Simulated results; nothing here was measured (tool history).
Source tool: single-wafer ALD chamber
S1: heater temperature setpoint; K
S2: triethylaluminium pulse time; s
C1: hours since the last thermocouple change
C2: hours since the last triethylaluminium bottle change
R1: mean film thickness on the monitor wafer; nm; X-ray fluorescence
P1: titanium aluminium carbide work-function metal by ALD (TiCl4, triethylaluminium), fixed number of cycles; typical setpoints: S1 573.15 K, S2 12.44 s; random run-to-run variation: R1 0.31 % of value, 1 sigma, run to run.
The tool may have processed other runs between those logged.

run 1 hour=12.1 | S1=573.15 S2=12.44 | C1=1626.6 C2=145.8 | R1=2.0208
run 2 hour=18.7 | S1=549.15 S2=12.44 | C1=1633.2 C2=152.4 | R1=1.82
run 3 hour=29.8 | S1=573.15 S2=18.68 | C1=1644.3 C2=163.5 | R1=2.052
run 4 hour=40.6 | S1=573.15 S2=12.44 | C1=1655.1 C2=174.3 | R1=2.0228
-- hour=41.6 thermocouple changed; heater temperature recalibrated
run 5 hour=48.2 | S1=588.15 S2=16.64 | C1=6.6 C2=181.9 | R1=2.1803
run 6 hour=59 | S1=573.15 S2=12.44 | C1=17.4 C2=192.7 | R1=2.0181
run 7 hour=66.6 | S1=573.15 S2=12.44 | C1=25 C2=200.3 | R1=2.0292
run 8 hour=76.5 | S1=573.15 S2=12.44 | C1=34.9 C2=210.2 | R1=2.0151
run 9 hour=82 | S1=586.15 S2=5.52 | C1=40.4 C2=215.7 | R1=1.8519
run 10 hour=91.7 | S1=573.15 S2=12.44 | C1=50.1 C2=225.4 | R1=2.0227
run 11 hour=98.2 | S1=557.15 S2=16.53 | C1=56.6 C2=231.9 | R1=1.9084
run 12 hour=108.5 | S1=573.15 S2=12.44 | C1=66.9 C2=242.2 | R1=2.0242
run 13 hour=118.2 | S1=598.15 S2=12.44 | C1=76.6 C2=251.9 | R1=2.2518
run 14 hour=128.6 | S1=573.15 S2=4.4 | C1=87 C2=262.3 | R1=1.597
run 15 hour=136.9 | S1=573.15 S2=12.44 | C1=95.3 C2=270.6 | R1=2.0222
run 16 hour=145.5 | S1=573.15 S2=12.44 | C1=103.9 C2=279.2 | R1=2.0162
run 17 hour=157.2 | S1=573.15 S2=12.44 | C1=115.6 C2=290.9 | R1=2.0122
run 18 hour=167.5 | S1=573.15 S2=12.44 | C1=125.9 C2=301.2 | R1=1.9992
run 19 hour=174 | S1=573.15 S2=12.44 | C1=132.4 C2=307.7 | R1=2.0008
run 20 hour=185.8 | S1=573.15 S2=12.44 | C1=144.2 C2=319.5 | R1=1.9925

Estimate the outcome of run 21 from the log above:
run 21 hour=192.2 | S1=573.15 S2=12.44 | C1=150.6 C2=325.9 | R1=?

R1: 1.9974 nm
